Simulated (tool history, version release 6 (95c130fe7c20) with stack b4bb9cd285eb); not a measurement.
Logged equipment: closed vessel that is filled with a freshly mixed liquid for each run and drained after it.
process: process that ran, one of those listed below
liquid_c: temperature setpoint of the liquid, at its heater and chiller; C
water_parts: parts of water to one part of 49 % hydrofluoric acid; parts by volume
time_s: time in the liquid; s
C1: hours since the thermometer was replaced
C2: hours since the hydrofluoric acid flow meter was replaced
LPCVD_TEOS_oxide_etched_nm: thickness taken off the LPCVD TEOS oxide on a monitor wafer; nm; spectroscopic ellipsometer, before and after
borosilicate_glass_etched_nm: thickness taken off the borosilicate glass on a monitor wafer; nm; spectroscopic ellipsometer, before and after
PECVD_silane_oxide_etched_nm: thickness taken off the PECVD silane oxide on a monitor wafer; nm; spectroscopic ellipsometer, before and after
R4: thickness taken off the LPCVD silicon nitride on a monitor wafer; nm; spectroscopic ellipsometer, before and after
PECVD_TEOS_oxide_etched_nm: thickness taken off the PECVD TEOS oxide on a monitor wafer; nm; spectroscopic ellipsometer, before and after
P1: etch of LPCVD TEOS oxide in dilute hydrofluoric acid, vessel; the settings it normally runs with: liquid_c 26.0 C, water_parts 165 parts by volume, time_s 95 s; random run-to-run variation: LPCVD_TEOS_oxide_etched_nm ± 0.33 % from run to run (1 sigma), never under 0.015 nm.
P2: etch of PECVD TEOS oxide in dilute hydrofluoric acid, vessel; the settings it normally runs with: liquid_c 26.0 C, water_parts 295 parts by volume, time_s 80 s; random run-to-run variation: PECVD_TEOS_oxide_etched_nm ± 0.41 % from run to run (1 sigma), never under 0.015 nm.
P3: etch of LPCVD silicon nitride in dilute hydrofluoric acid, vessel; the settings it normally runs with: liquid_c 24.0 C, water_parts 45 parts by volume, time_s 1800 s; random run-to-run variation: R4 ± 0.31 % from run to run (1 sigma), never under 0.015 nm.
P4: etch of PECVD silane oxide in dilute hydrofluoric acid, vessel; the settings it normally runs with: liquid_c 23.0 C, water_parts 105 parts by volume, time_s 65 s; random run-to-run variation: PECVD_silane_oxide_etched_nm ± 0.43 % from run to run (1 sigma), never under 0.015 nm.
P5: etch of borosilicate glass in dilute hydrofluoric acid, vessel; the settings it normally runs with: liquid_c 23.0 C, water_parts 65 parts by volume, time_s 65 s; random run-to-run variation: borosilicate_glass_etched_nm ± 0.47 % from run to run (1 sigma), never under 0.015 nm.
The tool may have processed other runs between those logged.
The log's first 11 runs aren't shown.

Run 12, hour 96.4: process P3, liquid_c 24.0 C, water_parts 45 parts by volume, time_s 1800 s; C1 1073.0; C2 260.8. Result: R4 24.871 nm.
Run 13, hour 105.1: process P1, liquid_c 26.0 C, water_parts 45 parts by volume, time_s 95 s; C1 1081.7; C2 269.5. Result: LPCVD_TEOS_oxide_etched_nm 40.9700 nm.
Run 14, hour 112.6: process P4, liquid_c 17.0 C, water_parts 105 parts by volume, time_s 65 s; C1 1089.2; C2 277.0. Result: PECVD_silane_oxide_etched_nm 16.362 nm.
Run 15, hour 119.8: process P2, liquid_c 30.5 C, water_parts 295 parts by volume, time_s 80 s; C1 1096.4; C2 284.2. Result: PECVD_TEOS_oxide_etched_nm 5.8191 nm.
Run 16, hour 126.1: process P2, liquid_c 26.0 C, water_parts 80 parts by volume, time_s 80 s; C1 1102.7; C2 290.5. Result: PECVD_TEOS_oxide_etched_nm 23.8860 nm.
Run 17, hour 136.0: process P1, liquid_c 26.0 C, water_parts 165 parts by volume, time_s 95 s; C1 1112.6; C2 300.4. Result: LPCVD_TEOS_oxide_etched_nm 9.5655 nm.
Run 18, hour 145.7: process P3, liquid_c 24.0 C, water_parts 45 parts by volume, time_s 1800 s; C1 1122.3; C2 310.1. Result: R4 24.738 nm.
Run 19, hour 153.8: process P2, liquid_c 26.0 C, water_parts 295 parts by volume, time_s 80 s; C1 1130.4; C2 318.2. Result: PECVD_TEOS_oxide_etched_nm 5.0460 nm.
Run 20, hour 163.4: process P2, liquid_c 26.0 C, water_parts 295 parts by volume, time_s 155 s; C1 1140.0; C2 327.8. Result: PECVD_TEOS_oxide_etched_nm 9.6877 nm.
Run 21, hour 170.9: process P1, liquid_c 34.0 C, water_parts 165 parts by volume, time_s 95 s; C1 1147.5; C2 335.3. Result: LPCVD_TEOS_oxide_etched_nm 12.6730 nm.
Run 22, hour 177.9: process P5, liquid_c 23.0 C, water_parts 110 parts by volume, time_s 65 s; C1 1154.5; C2 342.3. Result: borosilicate_glass_etched_nm 18.207 nm.
Run 23, hour 187.1: process P1, liquid_c 26.0 C, water_parts 165 parts by volume, time_s 30 s; C1 1163.7; C2 351.5. Result: LPCVD_TEOS_oxide_etched_nm 2.9986 nm.
Run 24, hour 195.9: process P5, liquid_c 17.0 C, water_parts 65 parts by volume, time_s 65 s; C1 1172.5; C2 360.3. Result: borosilicate_glass_etched_nm 25.442 nm.
Run 25, hour 205.6: process P5, liquid_c 23.0 C, water_parts 65 parts by volume, time_s 65 s; C1 1182.2; C2 370.0. Result: borosilicate_glass_etched_nm 32.315 nm.
Run 26, hour 210.2: process P1, liquid_c 26.0 C, water_parts 165 parts by volume, time_s 95 s; C1 1186.8; C2 374.6. Result: LPCVD_TEOS_oxide_etched_nm 9.5494 nm.
Run 27, hour 219.3: process P1, liquid_c 31.5 C, water_parts 165 parts by volume, time_s 165 s; C1 1195.9; C2 383.7. Result: LPCVD_TEOS_oxide_etched_nm 20.3480 nm.

Run 28 has not been measured yet. What should we expect?
Run 28, hour 229.3: process P1, liquid_c 26.0 C, water_parts 165 parts by volume, time_s 95 s; C1 1205.9; C2 393.7. Result: LPCVD_TEOS_oxide_etched_nm ?.

For run 28 the tool returned LPCVD_TEOS_oxide_etched_nm 9.5822 nm.
